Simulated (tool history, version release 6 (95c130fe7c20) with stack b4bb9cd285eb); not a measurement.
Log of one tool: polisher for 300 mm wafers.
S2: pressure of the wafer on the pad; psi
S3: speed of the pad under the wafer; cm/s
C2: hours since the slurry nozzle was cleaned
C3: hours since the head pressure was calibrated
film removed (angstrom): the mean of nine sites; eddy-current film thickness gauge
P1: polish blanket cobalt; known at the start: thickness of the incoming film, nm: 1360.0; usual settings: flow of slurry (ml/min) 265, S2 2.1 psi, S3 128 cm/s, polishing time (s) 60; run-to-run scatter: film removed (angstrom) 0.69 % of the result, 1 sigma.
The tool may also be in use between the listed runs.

Run 1, hour 10.4: flow of slurry (ml/min) 265, S2 2.1 psi, S3 128 cm/s, polishing time (s) 60; wafers polished on this pad 569; C2 89.8; C3 504.8. Result: film removed (angstrom) 3470.3.
Run 2, hour 20: flow of slurry (ml/min) 415, S2 3.2 psi, S3 128 cm/s, polishing time (s) 60; wafers polished on this pad 695; C2 99.4; C3 514.4. Result: film removed (angstrom) 5463.7.
Run 3, hour 27.7: flow of slurry (ml/min) 160, S2 2.1 psi, S3 128 cm/s, polishing time (s) 60; wafers polished on this pad 796; C2 107.1; C3 522.1. Result: film removed (angstrom) 3264.3.
Run 4, hour 35.4: flow of slurry (ml/min) 365, S2 2.1 psi, S3 128 cm/s, polishing time (s) 60; wafers polished on this pad 897; C2 114.8; C3 529.8. Result: film removed (angstrom) 3574.6.
At hour 39.6: slurry nozzle cleaned.
Run 5, hour 44.9: flow of slurry (ml/min) 265, S2 2.1 psi, S3 68 cm/s, polishing time (s) 82; wafers polished on this pad 1021; C2 5.3; C3 539.3. Result: film removed (angstrom) 2529.1.
Run 6, hour 52.9: flow of slurry (ml/min) 265, S2 2.1 psi, S3 128 cm/s, polishing time (s) 60; wafers polished on this pad 1126; C2 13.3; C3 547.3. Result: film removed (angstrom) 3471.
Run 7, hour 66: flow of slurry (ml/min) 265, S2 2.1 psi, S3 128 cm/s, polishing time (s) 43; wafers polished on this pad 1298; C2 26.4; C3 560.4. Result: film removed (angstrom) 2485.6.
Run 8, hour 78.5: flow of slurry (ml/min) 265, S2 2.1 psi, S3 128 cm/s, polishing time (s) 82; wafers polished on this pad 1461; C2 38.9; C3 572.9. Result: film removed (angstrom) 4683.9.
Run 9, hour 90.5: flow of slurry (ml/min) 265, S2 2.1 psi, S3 128 cm/s, polishing time (s) 60; wafers polished on this pad 1619; C2 50.9; C3 584.9. Result: film removed (angstrom) 3489.5.
Run 10, hour 100.4: flow of slurry (ml/min) 265, S2 2.1 psi, S3 128 cm/s, polishing time (s) 60; wafers polished on this pad 1748; C2 60.8; C3 594.8. Result: film removed (angstrom) 3512.6.
Run 11, hour 109: flow of slurry (ml/min) 265, S2 1.1 psi, S3 128 cm/s, polishing time (s) 60; wafers polished on this pad 1861; C2 69.4; C3 603.4. Result: film removed (angstrom) 1817.2.
Run 12, hour 119.3: flow of slurry (ml/min) 265, S2 2.1 psi, S3 166 cm/s, polishing time (s) 60; wafers polished on this pad 1996; C2 79.7; C3 613.7. Result: film removed (angstrom) 4519.
Run 13, hour 129.5: flow of slurry (ml/min) 265, S2 2.1 psi, S3 128 cm/s, polishing time (s) 60; wafers polished on this pad 2130; C2 89.9; C3 623.9. Result: film removed (angstrom) 3480.8.
Run 14, hour 138.6: flow of slurry (ml/min) 265, S2 2.1 psi, S3 128 cm/s, polishing time (s) 60; wafers polished on this pad 2249; C2 99; C3 633. Result: film removed (angstrom) 3511.3.
Run 15, hour 147.6: flow of slurry (ml/min) 265, S2 2.1 psi, S3 72 cm/s, polishing time (s) 60; wafers polished on this pad 2367; C2 108; C3 642. Result: film removed (angstrom) 1955.3.
Run 16, hour 159.2: flow of slurry (ml/min) 265, S2 3.2 psi, S3 128 cm/s, polishing time (s) 60; wafers polished on this pad 2519; C2 119.6; C3 653.6. Result: film removed (angstrom) 5319.5.
Run 17, hour 167.8: flow of slurry (ml/min) 265, S2 2.1 psi, S3 128 cm/s, polishing time (s) 60; wafers polished on this pad 2632; C2 128.2; C3 662.2. Result: film removed (angstrom) 3443.2.
Run 18, hour 174.2: flow of slurry (ml/min) 265, S2 2.1 psi, S3 128 cm/s, polishing time (s) 60; wafers polished on this pad 2716; C2 134.6; C3 668.6. Result: film removed (angstrom) 3414.7.
Run 19, hour 184.8: flow of slurry (ml/min) 265, S2 2.1 psi, S3 128 cm/s, polishing time (s) 60; wafers polished on this pad 2855; C2 145.2; C3 679.2. Result: film removed (angstrom) 3401.8.
Run 20, hour 197.8: flow of slurry (ml/min) 265, S2 2.1 psi, S3 128 cm/s, polishing time (s) 60; wafers polished on this pad 3025; C2 158.2; C3 692.2. Result: film removed (angstrom) 3378.2.
At hour 201.5: worn pad replaced by a new one.
Run 21, hour 204.2: flow of slurry (ml/min) 265, S2 2.1 psi, S3 128 cm/s, polishing time (s) 60; wafers polished on this pad 36; C2 164.6; C3 698.6. Result: film removed (angstrom) 3371.4.
Run 22, hour 210.4: flow of slurry (ml/min) 265, S2 2.1 psi, S3 128 cm/s, polishing time (s) 60; wafers polished on this pad 117; C2 170.8; C3 704.8. Result: film removed (angstrom) 3351.
Run 23, hour 222: flow of slurry (ml/min) 265, S2 2.1 psi, S3 128 cm/s, polishing time (s) 60; wafers polished on this pad 269; C2 182.4; C3 716.4. Result: film removed (angstrom) 3335.8.
Run 24, hour 231.8: flow of slurry (ml/min) 265, S2 2.1 psi, S3 128 cm/s, polishing time (s) 60; wafers polished on this pad 398; C2 192.2; C3 726.2. Result: film removed (angstrom) 3334.5.
Run 25, hour 242.9: flow of slurry (ml/min) 265, S2 2.1 psi, S3 128 cm/s, polishing time (s) 60; wafers polished on this pad 543; C2 203.3; C3 737.3. Result: film removed (angstrom) 3308.2.
Run 26, hour 254: flow of slurry (ml/min) 265, S2 2.1 psi, S3 128 cm/s, polishing time (s) 60; wafers polished on this pad 689; C2 214.4; C3 748.4. Result: film removed (angstrom) 3336.9.
Run 27, hour 259.9: flow of slurry (ml/min) 265, S2 2.1 psi, S3 128 cm/s, polishing time (s) 60; wafers polished on this pad 766; C2 220.3; C3 754.3. Result: film removed (angstrom) 3321.8.

What P1 gives has crept away from where it was. These 2 causes fit the log equally well, each at the size given:
A: slurry flow missing at the pad, % = 29.4
B: head's pressure below its setpoint, % = 4.08
The creep began at about hour 167.8.
Why every other cause is out:
removal rate lost through wear of the pad, %: serviced at hour 201.5, which brought nothing back

4 check runs are offered, each on 5 wafers whose results are averaged, their results left as question marks. Which one tells the causes apart?
Run check 1, hour 265.8: flow of slurry (ml/min) 160, S2 1.4 psi, S3 128 cm/s, polishing time (s) 60. Result: film removed (angstrom) ?.
Run check 2, hour 265.8: flow of slurry (ml/min) 265, S2 2.6 psi, S3 128 cm/s, polishing time (s) 48. Result: film removed (angstrom) ?.
Run check 3, hour 265.8: flow of slurry (ml/min) 265, S2 3 psi, S3 128 cm/s, polishing time (s) 60. Result: film removed (angstrom) ?.
Run check 4, hour 265.8: flow of slurry (ml/min) 265, S2 2.8 psi, S3 128 cm/s, polishing time (s) 60. Result: film removed (angstrom) ?.

What each check would give under each cause:
  check                   result    if A    if B
check 1  film removed (angstrom)  2027.5    2079
check 2  film removed (angstrom)  3297.4  3297.7
check 3  film removed (angstrom)  4755.9  4756.3
check 4  film removed (angstrom)  4438.9  4439.2
How far apart the two closest causes lie, in the result that separates them most: check 1 2.51 %; check 2 0.01 %; check 3 0.01 %; check 4 0.01 %
Check 1 tells the causes apart: in the others they would give nearly the same result.

Then check 1 was run and gave: film removed (angstrom) 2019.6. Which cause is it?

It is A: slurry flow missing at the pad, %.
